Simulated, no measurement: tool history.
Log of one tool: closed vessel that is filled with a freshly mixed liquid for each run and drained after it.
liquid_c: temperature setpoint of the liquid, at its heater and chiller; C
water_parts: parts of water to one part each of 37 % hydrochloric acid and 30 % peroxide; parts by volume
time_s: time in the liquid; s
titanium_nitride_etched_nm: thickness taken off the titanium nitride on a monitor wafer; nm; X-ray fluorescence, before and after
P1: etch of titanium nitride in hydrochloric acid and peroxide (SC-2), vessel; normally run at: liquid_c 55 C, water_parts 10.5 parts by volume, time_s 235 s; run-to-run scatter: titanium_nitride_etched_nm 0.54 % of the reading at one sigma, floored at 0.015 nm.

run 1 day=0.729 | liquid_c=55 water_parts=10.5 time_s=235 | titanium_nitride_etched_nm=4.39280
run 2 day=1.158 | liquid_c=55 water_parts=10.5 time_s=235 | titanium_nitride_etched_nm=4.43190
run 3 day=1.771 | liquid_c=55 water_parts=10.5 time_s=30 | titanium_nitride_etched_nm=0.52105
run 4 day=2.233 | liquid_c=63 water_parts=10.5 time_s=235 | titanium_nitride_etched_nm=7.31860
-- day=2.633 chemicals flow meter replaced
run 5 day=2.708 | liquid_c=55 water_parts=10.5 time_s=235 | titanium_nitride_etched_nm=4.42030
run 6 day=3.158 | liquid_c=55 water_parts=4.0 time_s=235 | titanium_nitride_etched_nm=9.13850
run 7 day=3.662 | liquid_c=68 water_parts=10.5 time_s=335 | titanium_nitride_etched_nm=14.05600
run 8 day=4.112 | liquid_c=55 water_parts=10.5 time_s=235 | titanium_nitride_etched_nm=4.39020
run 9 day=4.529 | liquid_c=55 water_parts=19.0 time_s=235 | titanium_nitride_etched_nm=2.60490
run 10 day=5.067 | liquid_c=55 water_parts=10.5 time_s=235 | titanium_nitride_etched_nm=4.45970
run 11 day=5.529 | liquid_c=39 water_parts=10.5 time_s=235 | titanium_nitride_etched_nm=1.48170
-- day=5.658 new drum of peroxide connected
run 12 day=5.862 | liquid_c=40 water_parts=10.5 time_s=415 | titanium_nitride_etched_nm=2.77040
run 13 day=6.192 | liquid_c=55 water_parts=10.5 time_s=420 | titanium_nitride_etched_nm=7.81470
run 14 day=6.525 | liquid_c=55 water_parts=10.5 time_s=235 | titanium_nitride_etched_nm=4.43030
run 15 day=7.175 | liquid_c=55 water_parts=10.5 time_s=235 | titanium_nitride_etched_nm=4.27360
run 16 day=7.629 | liquid_c=55 water_parts=10.5 time_s=235 | titanium_nitride_etched_nm=4.22570
run 17 day=8.383 | liquid_c=55 water_parts=10.5 time_s=235 | titanium_nitride_etched_nm=4.11810
-- day=8.688 new drum of peroxide connected
run 18 day=8.783 | liquid_c=55 water_parts=10.5 time_s=235 | titanium_nitride_etched_nm=4.14600
run 19 day=9.271 | liquid_c=55 water_parts=10.5 time_s=235 | titanium_nitride_etched_nm=4.11420
run 20 day=9.612 | liquid_c=55 water_parts=10.5 time_s=235 | titanium_nitride_etched_nm=4.11130
run 21 day=10.025 | liquid_c=55 water_parts=10.5 time_s=235 | titanium_nitride_etched_nm=4.12670

Run 22 comes next. What will it give?
run 22 day=10.771 | liquid_c=55 water_parts=10.5 time_s=235 | titanium_nitride_etched_nm=?

Run 22 measured titanium_nitride_etched_nm 4.08040 nm.
